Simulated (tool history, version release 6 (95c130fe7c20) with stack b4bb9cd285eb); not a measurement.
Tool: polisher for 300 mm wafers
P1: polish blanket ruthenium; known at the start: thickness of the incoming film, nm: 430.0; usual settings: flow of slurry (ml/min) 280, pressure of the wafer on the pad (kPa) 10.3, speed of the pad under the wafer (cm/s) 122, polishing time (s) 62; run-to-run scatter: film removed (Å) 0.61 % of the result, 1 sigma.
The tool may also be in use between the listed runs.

run   hour  flow of slurry (ml/min)  pressure of the wafer on the pad (kPa)  speed of the pad under the wafer (cm/s)  polishing time (s)  wafers polished on this pad  hours since the slurry nozzle was cleaned  hours since the head pressure was calibrated  film removed (Å)
  1    4.8                      280                                    10.3                                      122                  62                          381                                      197.3                                         532.3            517.82
  2   11.0                      170                                    10.3                                      122                  62                          438                                      203.5                                         538.5            487.27
  3   18.5                      280                                    10.3                                      180                  62                          508                                      211.0                                         546.0            761.04
  4   26.7                      425                                    10.3                                      122                  62                          585                                      219.2                                         554.2            531.54
  5   31.8                      280                                     4.8                                      122                  62                          632                                      224.3                                         559.3            241.89
  6   36.2                      280                                    10.3                                      122                  62                          673                                      228.7                                         563.7            514.42
  7   42.3                      280                                    10.3                                      122                  35                          730                                      234.8                                         569.8            288.58
  8   51.3                      280                                    10.3                                      122                  62                          814                                      243.8                                         578.8            513.67
  9   57.2                      280                                    14.5                                       90                  62                          869                                      249.7                                         584.7            528.77
 10   62.8                      280                                    10.3                                      122                  62                          921                                      255.3                                         590.3            512.63
 11   70.8                      280                                    10.3                                      122                  92                          996                                      263.3                                         598.3            766.01
 12   76.1                      280                                    10.3                                       66                  62                         1045                                      268.6                                         603.6            281.24
 13   85.5                      280                                    13.8                                      122                  62                         1133                                      278.0                                         613.0            681.48
 14   92.7                      280                                    10.3                                      122                  62                         1200                                      285.2                                         620.2            520.73
 15   99.4                      280                                    10.3                                      122                  62                         1262                                      291.9                                         626.9            508.56
 16  108.1                      280                                    10.3                                      122                  62                         1343                                      300.6                                         635.6            503.45
     114.6  -- head pressure recalibrated
 17  117.6                      280                                    10.3                                      122                  62                         1432                                      310.1                                           3.0            503.20
 18  127.5                      280                                    10.3                                      122                  62                         1524                                      320.0                                          12.9            501.32
 19  135.4                      280                                    10.3                                      122                  62                         1598                                      327.9                                          20.8            497.74
 20  143.4                      280                                    10.3                                      122                  62                         1672                                      335.9                                          28.8            502.21
 21  148.2                      280                                    10.3                                      122                  62                         1717                                      340.7                                          33.6            501.38

What P1 gives has crept away from where it was. These 2 causes fit the log equally well, each at the size given:
A: slurry flow missing at the pad, % = 27.8
B: removal rate lost through wear of the pad, % = 3.59
The creep began at about hour 92.7.
Why every other cause is out:
head's pressure below its setpoint, %: serviced at hour 114.6, which brought nothing back

4 check runs are offered, each on 5 wafers whose results are averaged, their results left as question marks. Which one tells the causes apart?
check 1  153.0                      280                                    10.3                                      178                  62                                                                                                                                       ?
check 2  153.0                      280                                     4.8                                       66                  62                                                                                                                                       ?
check 3  153.0                      170                                    10.3                                      122                  36                                                                                                                                       ?
check 4  153.0                      280                                    13.1                                      122                  62                                                                                                                                       ?

What each check would give under each cause:
  check            result    if A    if B
check 1  film removed (Å)  726.24  726.26
check 2  film removed (Å)  125.66  125.67
check 3  film removed (Å)  266.03  271.88
check 4  film removed (Å)  630.49  630.51
How far apart the two closest causes lie, in the result that separates them most: check 1 0 %; check 2 0 %; check 3 2.18 %; check 4 0 %
Only check 3 tells the causes apart: in the others they would give nearly the same result.

Then check 3 was run and gave: film removed (Å) 271.25. Which cause is it?

It is B: removal rate lost through wear of the pad, %.
